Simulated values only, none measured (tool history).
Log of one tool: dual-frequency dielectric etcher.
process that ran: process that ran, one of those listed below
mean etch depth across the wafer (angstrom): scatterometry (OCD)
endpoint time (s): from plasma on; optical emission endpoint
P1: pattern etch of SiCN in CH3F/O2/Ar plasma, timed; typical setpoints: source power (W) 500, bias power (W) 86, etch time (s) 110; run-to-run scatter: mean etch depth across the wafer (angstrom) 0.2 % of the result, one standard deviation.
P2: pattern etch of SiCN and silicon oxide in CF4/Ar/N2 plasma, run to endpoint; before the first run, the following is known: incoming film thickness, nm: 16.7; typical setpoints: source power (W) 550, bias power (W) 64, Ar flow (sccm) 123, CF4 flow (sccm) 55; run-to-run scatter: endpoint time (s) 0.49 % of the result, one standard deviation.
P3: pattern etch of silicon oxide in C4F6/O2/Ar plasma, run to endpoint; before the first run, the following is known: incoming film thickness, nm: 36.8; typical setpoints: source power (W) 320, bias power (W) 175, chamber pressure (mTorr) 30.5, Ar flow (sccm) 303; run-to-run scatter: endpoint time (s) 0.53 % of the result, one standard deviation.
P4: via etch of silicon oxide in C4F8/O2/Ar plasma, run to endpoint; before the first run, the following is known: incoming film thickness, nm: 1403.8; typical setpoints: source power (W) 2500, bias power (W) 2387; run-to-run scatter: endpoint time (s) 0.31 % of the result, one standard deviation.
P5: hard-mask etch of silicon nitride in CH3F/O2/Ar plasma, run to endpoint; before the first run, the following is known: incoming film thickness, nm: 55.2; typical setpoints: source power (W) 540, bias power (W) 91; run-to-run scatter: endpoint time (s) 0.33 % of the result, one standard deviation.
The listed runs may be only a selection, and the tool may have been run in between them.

| run | hour | process that ran | source power (W) | bias power (W) | etch time (s) | chamber pressure (mTorr) | Ar flow (sccm) | CF4 flow (sccm) | hours since the last wet clean | hours since the last source power generator calibration | hours since the last bias power generator calibration | mean etch depth across the wafer (angstrom) | endpoint time (s) |
|---|---|---|---|---|---|---|---|---|---|---|---|---|---|
| 1 | 6.5 | P1 | 500 | 86 | 110 |  |  |  | 283.9 | 1201.9 | 486.4 | 481.24 |  |
| 2 | 12.4 | P3 | 320 | 103 |  | 30.5 | 303 |  | 289.8 | 1207.8 | 492.3 |  | 15.059 |
| 3 | 19.5 | P1 | 500 | 86 | 110 |  |  |  | 296.9 | 1214.9 | 499.4 | 480.19 |  |
| 4 | 27.5 | P5 | 750 | 91 |  |  |  |  | 304.9 | 1222.9 | 507.4 |  | 56.849 |
| 5 | 32.3 | P2 | 550 | 51 |  |  | 123 | 55 | 309.7 | 1227.7 | 512.2 |  | 19.538 |
| 6 | 38 | P2 | 550 | 64 |  |  | 123 | 35 | 315.4 | 1233.4 | 517.9 |  | 19.757 |
| 7 | 44.3 | P2 | 770 | 64 |  |  | 123 | 55 | 321.7 | 1239.7 | 524.2 |  | 13.591 |
| 8 | 51.3 | P4 | 2500 | 2932 |  |  |  |  | 328.7 | 1246.7 | 531.2 |  | 226.88 |
| 9 | 58.6 | P1 | 500 | 86 | 152.5 |  |  |  | 336 | 1254 | 538.5 | 665.86 |  |
| 10 | 65.6 | P1 | 500 | 86 | 60.5 |  |  |  | 343 | 1261 | 545.5 | 265.1 |  |
| 11 | 71.7 | P2 | 550 | 64 |  |  | 169 | 55 | 349.1 | 1267.1 | 551.6 |  | 19.231 |
| 12 | 76.9 | P5 | 540 | 91 |  |  |  |  | 354.3 | 1272.3 | 556.8 |  | 64.507 |
| 13 | 82.9 | P1 | 660 | 86 | 110 |  |  |  | 360.3 | 1278.3 | 562.8 | 533.34 |  |
| 14 | 90.2 | P1 | 360 | 86 | 143.5 |  |  |  | 367.6 | 1285.6 | 570.1 | 554.16 |  |
| 15 | 94.8 | P3 | 320 | 175 |  | 30.5 | 303 |  | 372.2 | 1290.2 | 574.7 |  | 12.74 |
| 16 | 101.5 | P5 | 540 | 91 |  |  |  |  | 378.9 | 1296.9 | 581.4 |  | 64.475 |
| 17 | 106 | P3 | 320 | 175 |  | 30.5 | 414 |  | 383.4 | 1301.4 | 585.9 |  | 13.199 |
| 18 | 112.9 | P1 | 500 | 86 | 110 |  |  |  | 390.3 | 1308.3 | 592.8 | 481.85 |  |
|  | 114.2 | wet clean of the chamber |
| 19 | 119.5 | P1 | 500 | 70 | 110 |  |  |  | 5.3 | 1314.9 | 599.4 | 448.8 |  |
| 20 | 123.6 | P4 | 3440 | 2387 |  |  |  |  | 9.4 | 1319 | 603.5 |  | 213.35 |
| 21 | 127.7 | P1 | 650 | 105 | 110 |  |  |  | 13.5 | 1323.1 | 607.6 | 570.97 |  |
| 22 | 131.6 | P1 | 500 | 86 | 110 |  |  |  | 17.4 | 1327 | 611.5 | 482.51 |  |
| 23 | 136.3 | P5 | 540 | 126 |  |  |  |  | 22.1 | 1331.7 | 616.2 |  | 57.424 |
| 24 | 140.9 | P2 | 550 | 64 |  |  | 123 | 55 | 26.7 | 1336.3 | 620.8 |  | 18.43 |
| 25 | 148.3 | P3 | 320 | 175 |  | 30.5 | 303 |  | 34.1 | 1343.7 | 628.2 |  | 12.991 |
| 26 | 152.2 | P1 | 500 | 106 | 110 |  |  |  | 38 | 1347.6 | 632.1 | 517.13 |  |
| 27 | 158.4 | P1 | 660 | 86 | 138 |  |  |  | 44.2 | 1353.8 | 638.3 | 671.32 |  |
| 28 | 165.2 | P2 | 550 | 64 |  |  | 123 | 55 | 51 | 1360.6 | 645.1 |  | 18.244 |
| 29 | 171.5 | P1 | 500 | 86 | 110 |  |  |  | 57.3 | 1366.9 | 651.4 | 481.78 |  |
| 30 | 175.8 | P3 | 390 | 175 |  | 30.5 | 303 |  | 61.6 | 1371.2 | 655.7 |  | 11.916 |
| 31 | 180.6 | P1 | 370 | 86 | 110 |  |  |  | 66.4 | 1376 | 660.5 | 431.2 |  |
| 32 | 187.6 | P1 | 500 | 86 | 110 |  |  |  | 73.4 | 1383 | 667.5 | 480.5 |  |
| 33 | 195.6 | P4 | 2500 | 2387 |  |  |  |  | 81.4 | 1391 | 675.5 |  | 241.92 |
| 34 | 201.2 | P3 | 320 | 175 |  | 41 | 303 |  | 87 | 1396.6 | 681.1 |  | 13.205 |
| 35 | 208.6 | P1 | 500 | 86 | 110 |  |  |  | 94.4 | 1404 | 688.5 | 480.85 |  |
| 36 | 213.2 | P1 | 500 | 86 | 110 |  |  |  | 99 | 1408.6 | 693.1 | 484.17 |  |
| 37 | 218.5 | P1 | 500 | 86 | 110 |  |  |  | 104.3 | 1413.9 | 698.4 | 484.98 |  |
| 38 | 222.3 | P1 | 500 | 86 | 110 |  |  |  | 108.1 | 1417.7 | 702.2 | 487.78 |  |
|  | 225.5 | wet clean of the chamber |
| 39 | 227 | P1 | 500 | 86 | 110 |  |  |  | 1.5 | 1422.4 | 706.9 | 490.36 |  |
| 40 | 233.5 | P1 | 500 | 86 | 110 |  |  |  | 8 | 1428.9 | 713.4 | 487.95 |  |
| 41 | 237.5 | P1 | 500 | 86 | 110 |  |  |  | 12 | 1432.9 | 717.4 | 488.05 |  |

The output of P1 has drifted from where it used to be. Each of the 2 causes below, taken at the size shown beside it, accounts for the log equally well:
A: source power that arrives over what is set, % = 4.18
B: bias power that arrives over what is set, % = 4.31
The process output started creeping at around hour 208.6.
Other possible causes, and why each is ruled out:
chamber walls in a state that raises the etch rate, %: maintenance at hour 225.5, after the shift began, did not return the process to its former output

4 check runs are offered, each on 3 wafers whose results are averaged, their results left as question marks. Which one tells the causes apart?
| check 1 | 241.5 | P3 | 320 | 109 |  | 30.5 | 391 |  |  |  |  |  | ? |
| check 2 | 241.5 | P5 | 730 | 124 |  |  |  |  |  |  |  |  | ? |
| check 3 | 241.5 | P4 | 3330 | 2894 |  |  |  |  |  |  |  |  | ? |
| check 4 | 241.5 | P2 | 550 | 64 |  |  | 123 | 43 |  |  |  |  | ? |

What each check would give under each cause:
| check | result | if A | if B |
|---|---|---|---|
| check 1 | endpoint time (s) | 14.97 | 15.034 |
| check 2 | endpoint time (s) | 50.721 | 50.705 |
| check 3 | endpoint time (s) | 200.89 | 201.61 |
| check 4 | endpoint time (s) | 18.41 | 18.788 |
Per-check spread between the two closest causes, in the result where they differ most: check 1 0.43 %; check 2 0.03 %; check 3 0.36 %; check 4 2.03 %
The other checks would show nearly matching results whichever cause is true, so check 4 is the only one that separates the causes.

After running check 4, the following was obtained: endpoint time (s) 18.758. Which cause does this point to?

It was cause B: bias power that arrives over what is set, %.

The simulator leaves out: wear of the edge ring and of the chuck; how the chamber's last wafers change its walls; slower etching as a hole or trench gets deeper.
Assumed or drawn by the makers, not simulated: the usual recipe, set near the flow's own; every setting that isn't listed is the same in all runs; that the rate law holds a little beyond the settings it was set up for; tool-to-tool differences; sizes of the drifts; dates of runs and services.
